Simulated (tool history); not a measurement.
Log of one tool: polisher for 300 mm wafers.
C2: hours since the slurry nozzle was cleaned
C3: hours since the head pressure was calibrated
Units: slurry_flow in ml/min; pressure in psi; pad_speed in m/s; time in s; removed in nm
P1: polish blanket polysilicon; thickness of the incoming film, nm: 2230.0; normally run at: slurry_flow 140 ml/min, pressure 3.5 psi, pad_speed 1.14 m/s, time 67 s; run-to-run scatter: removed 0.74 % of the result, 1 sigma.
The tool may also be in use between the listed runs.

{"run": 1, "hour": 6.6, "slurry_flow": 140, "pressure": 3.5, "pad_speed": 1.14, "time": 67, "wafers polished on this pad": 378, "C2": 220.9, "C3": 196.9, "removed": 849.07}
{"run": 2, "hour": 14.3, "slurry_flow": 140, "pressure": 3.5, "pad_speed": 1.14, "time": 67, "wafers polished on this pad": 431, "C2": 228.6, "C3": 204.6, "removed": 855.31}
{"run": 3, "hour": 25.0, "slurry_flow": 140, "pressure": 4.4, "pad_speed": 0.54, "time": 67, "wafers polished on this pad": 505, "C2": 239.3, "C3": 215.3, "removed": 504.39}
{"run": 4, "hour": 40.2, "slurry_flow": 140, "pressure": 5.1, "pad_speed": 1.14, "time": 67, "wafers polished on this pad": 611, "C2": 254.5, "C3": 230.5, "removed": 1236.5}
{"run": 5, "hour": 50.1, "slurry_flow": 140, "pressure": 3.5, "pad_speed": 1.14, "time": 67, "wafers polished on this pad": 679, "C2": 264.4, "C3": 240.4, "removed": 849.55}
{"run": 6, "hour": 58.4, "slurry_flow": 210, "pressure": 3.5, "pad_speed": 1.14, "time": 67, "wafers polished on this pad": 737, "C2": 272.7, "C3": 248.7, "removed": 903.99}
{"run": 7, "hour": 65.2, "slurry_flow": 140, "pressure": 3.5, "pad_speed": 0.52, "time": 67, "wafers polished on this pad": 784, "C2": 279.5, "C3": 255.5, "removed": 390.52}
{"run": 8, "hour": 73.6, "slurry_flow": 140, "pressure": 3.5, "pad_speed": 1.14, "time": 40, "wafers polished on this pad": 842, "C2": 287.9, "C3": 263.9, "removed": 507.9}
{"run": 9, "hour": 86.6, "slurry_flow": 85, "pressure": 3.5, "pad_speed": 1.14, "time": 67, "wafers polished on this pad": 933, "C2": 300.9, "C3": 276.9, "removed": 752.68}
{"run": 10, "hour": 94.3, "slurry_flow": 140, "pressure": 3.5, "pad_speed": 1.14, "time": 67, "wafers polished on this pad": 986, "C2": 308.6, "C3": 284.6, "removed": 843.97}
{"run": 11, "hour": 104.8, "slurry_flow": 140, "pressure": 1.8, "pad_speed": 1.14, "time": 67, "wafers polished on this pad": 1059, "C2": 319.1, "C3": 295.1, "removed": 437.55}
{"run": 12, "hour": 116.5, "slurry_flow": 140, "pressure": 3.5, "pad_speed": 1.68, "time": 67, "wafers polished on this pad": 1140, "C2": 330.8, "C3": 306.8, "removed": 1256.7}
{"run": 13, "hour": 128.0, "slurry_flow": 140, "pressure": 3.5, "pad_speed": 1.14, "time": 102, "wafers polished on this pad": 1220, "C2": 342.3, "C3": 318.3, "removed": 1299.7}
{"run": 14, "hour": 140.2, "slurry_flow": 85, "pressure": 3.5, "pad_speed": 1.62, "time": 67, "wafers polished on this pad": 1304, "C2": 354.5, "C3": 330.5, "removed": 1073.4}
{"run": 15, "hour": 149.2, "slurry_flow": 140, "pressure": 3.5, "pad_speed": 1.14, "time": 67, "wafers polished on this pad": 1367, "C2": 363.5, "C3": 339.5, "removed": 852.56}
{"run": 16, "hour": 158.9, "slurry_flow": 140, "pressure": 3.5, "pad_speed": 1.14, "time": 67, "wafers polished on this pad": 1434, "C2": 373.2, "C3": 349.2, "removed": 824.13}
{"run": 17, "hour": 165.7, "slurry_flow": 140, "pressure": 3.5, "pad_speed": 1.14, "time": 67, "wafers polished on this pad": 1481, "C2": 380, "C3": 356, "removed": 820.82}
{"hour": 174.0, "done": "worn pad replaced by a new one"}
{"run": 18, "hour": 176.6, "slurry_flow": 140, "pressure": 3.5, "pad_speed": 1.14, "time": 67, "wafers polished on this pad": 18, "C2": 390.9, "C3": 366.9, "removed": 794.94}
{"run": 19, "hour": 187.2, "slurry_flow": 140, "pressure": 3.5, "pad_speed": 1.14, "time": 67, "wafers polished on this pad": 91, "C2": 401.5, "C3": 377.5, "removed": 796.83}
{"run": 20, "hour": 194.0, "slurry_flow": 140, "pressure": 3.5, "pad_speed": 1.14, "time": 67, "wafers polished on this pad": 139, "C2": 408.3, "C3": 384.3, "removed": 780.42}
{"run": 21, "hour": 206.6, "slurry_flow": 140, "pressure": 3.5, "pad_speed": 1.14, "time": 67, "wafers polished on this pad": 226, "C2": 420.9, "C3": 396.9, "removed": 789.12}
{"run": 22, "hour": 214.3, "slurry_flow": 140, "pressure": 3.5, "pad_speed": 1.14, "time": 67, "wafers polished on this pad": 279, "C2": 428.6, "C3": 404.6, "removed": 789.51}

What P1 gives has crept away from where it was. These 2 causes fit the log equally well, each at the size given:
A: head's pressure below its setpoint, % = 7.63
B: slurry flow missing at the pad, % = 30.2
The creep began at about hour 149.2.
Why every other cause is out:
removal rate lost through wear of the pad, %: serviced at hour 174, which brought nothing back

4 check runs are offered, each on 2 wafers whose results are averaged, their results left as question marks. Which one tells the causes apart?
{"run": "check 1", "hour": 222.0, "slurry_flow": 85, "pressure": 4.7, "pad_speed": 1.14, "time": 67, "removed": "?"}
{"run": "check 2", "hour": 222.0, "slurry_flow": 140, "pressure": 3.5, "pad_speed": 0.54, "time": 67, "removed": "?"}
{"run": "check 3", "hour": 222.0, "slurry_flow": 140, "pressure": 2.6, "pad_speed": 1.14, "time": 97, "removed": "?"}
{"run": "check 4", "hour": 222.0, "slurry_flow": 140, "pressure": 4.5, "pad_speed": 1.64, "time": 67, "removed": "?"}

What each check would give under each cause:
check=check_1 result=removed if_A=941.27 if_B=901.97
check=check_2 result=removed if_A=373.38 if_B=373.44
check=check_3 result=removed if_A=847.74 if_B=847.89
check=check_4 result=removed if_A=1458 if_B=1458.2
How far apart the two closest causes lie, in the result that separates them most: check 1 4.26 %; check 2 0.02 %; check 3 0.02 %; check 4 0.02 %
Only check 1 tells the causes apart: in the others they would give nearly the same result.

Check 1 was then run and gave: removed 951.46 nm. Which cause is it?

It is A: head's pressure below its setpoint, %.
